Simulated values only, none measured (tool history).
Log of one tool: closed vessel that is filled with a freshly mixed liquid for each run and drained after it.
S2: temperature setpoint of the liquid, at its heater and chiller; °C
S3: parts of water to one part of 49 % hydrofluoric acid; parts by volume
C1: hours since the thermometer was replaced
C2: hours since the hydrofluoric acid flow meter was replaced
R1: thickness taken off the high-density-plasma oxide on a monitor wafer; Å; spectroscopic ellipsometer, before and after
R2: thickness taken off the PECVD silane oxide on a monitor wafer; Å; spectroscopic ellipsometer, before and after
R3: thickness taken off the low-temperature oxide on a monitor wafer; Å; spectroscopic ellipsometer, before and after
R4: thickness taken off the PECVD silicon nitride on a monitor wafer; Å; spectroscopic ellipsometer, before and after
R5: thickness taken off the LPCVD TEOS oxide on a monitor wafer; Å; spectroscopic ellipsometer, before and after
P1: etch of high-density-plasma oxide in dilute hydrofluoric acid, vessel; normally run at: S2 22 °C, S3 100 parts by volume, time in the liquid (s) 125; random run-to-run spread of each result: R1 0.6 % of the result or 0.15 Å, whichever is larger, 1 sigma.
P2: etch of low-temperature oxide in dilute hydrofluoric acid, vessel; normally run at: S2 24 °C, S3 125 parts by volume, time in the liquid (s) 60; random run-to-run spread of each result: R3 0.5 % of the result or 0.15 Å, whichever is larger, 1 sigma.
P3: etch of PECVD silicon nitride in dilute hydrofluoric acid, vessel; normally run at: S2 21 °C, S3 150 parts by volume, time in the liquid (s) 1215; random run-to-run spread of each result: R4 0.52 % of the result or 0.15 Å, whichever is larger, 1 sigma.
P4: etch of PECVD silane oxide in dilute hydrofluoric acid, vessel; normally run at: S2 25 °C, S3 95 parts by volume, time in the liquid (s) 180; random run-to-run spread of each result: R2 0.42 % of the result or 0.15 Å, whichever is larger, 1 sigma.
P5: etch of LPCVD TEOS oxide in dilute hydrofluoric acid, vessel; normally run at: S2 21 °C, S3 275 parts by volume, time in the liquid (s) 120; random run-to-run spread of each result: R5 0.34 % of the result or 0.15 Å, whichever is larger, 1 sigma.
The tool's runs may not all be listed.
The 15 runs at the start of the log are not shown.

{"run": 16, "day": 2.229, "process that ran": "P2", "S2": 24, "S3": 125, "time in the liquid (s)": 30, "C1": 464.1, "C2": 257.4, "R3": 60.941}
{"run": 17, "day": 2.367, "process that ran": "P4", "S2": 25, "S3": 95, "time in the liquid (s)": 180, "C1": 467.4, "C2": 260.7, "R2": 335.02}
{"run": 18, "day": 2.542, "process that ran": "P1", "S2": 22, "S3": 100, "time in the liquid (s)": 60, "C1": 471.6, "C2": 264.9, "R1": 28.25}
{"run": 19, "day": 2.646, "process that ran": "P5", "S2": 21, "S3": 275, "time in the liquid (s)": 175, "C1": 474.1, "C2": 267.4, "R5": 235.28}
{"run": 20, "day": 2.762, "process that ran": "P4", "S2": 25, "S3": 95, "time in the liquid (s)": 180, "C1": 476.9, "C2": 270.2, "R2": 336.46}
{"run": 21, "day": 2.908, "process that ran": "P3", "S2": 21, "S3": 150, "time in the liquid (s)": 2360, "C1": 480.4, "C2": 273.7, "R4": 487.55}
{"run": 22, "day": 3.025, "process that ran": "P1", "S2": 22, "S3": 50, "time in the liquid (s)": 125, "C1": 483.2, "C2": 276.5, "R1": 122.87}
{"run": 23, "day": 3.129, "process that ran": "P5", "S2": 21, "S3": 65, "time in the liquid (s)": 120, "C1": 485.7, "C2": 279.0, "R5": 854.58}
{"run": 24, "day": 3.312, "process that ran": "P1", "S2": 22, "S3": 30, "time in the liquid (s)": 225, "C1": 490.1, "C2": 283.4, "R1": 381.14}
{"run": 25, "day": 3.438, "process that ran": "P5", "S2": 21, "S3": 275, "time in the liquid (s)": 120, "C1": 493.1, "C2": 286.4, "R5": 161.8}

Predict the results of run 26:
{"run": 26, "day": 3.583, "process that ran": "P3", "S2": 21, "S3": 245, "time in the liquid (s)": 1215, "C1": 496.6, "C2": 289.9, "R4": "?"}

{"run 26": {"R4": 156.6}}
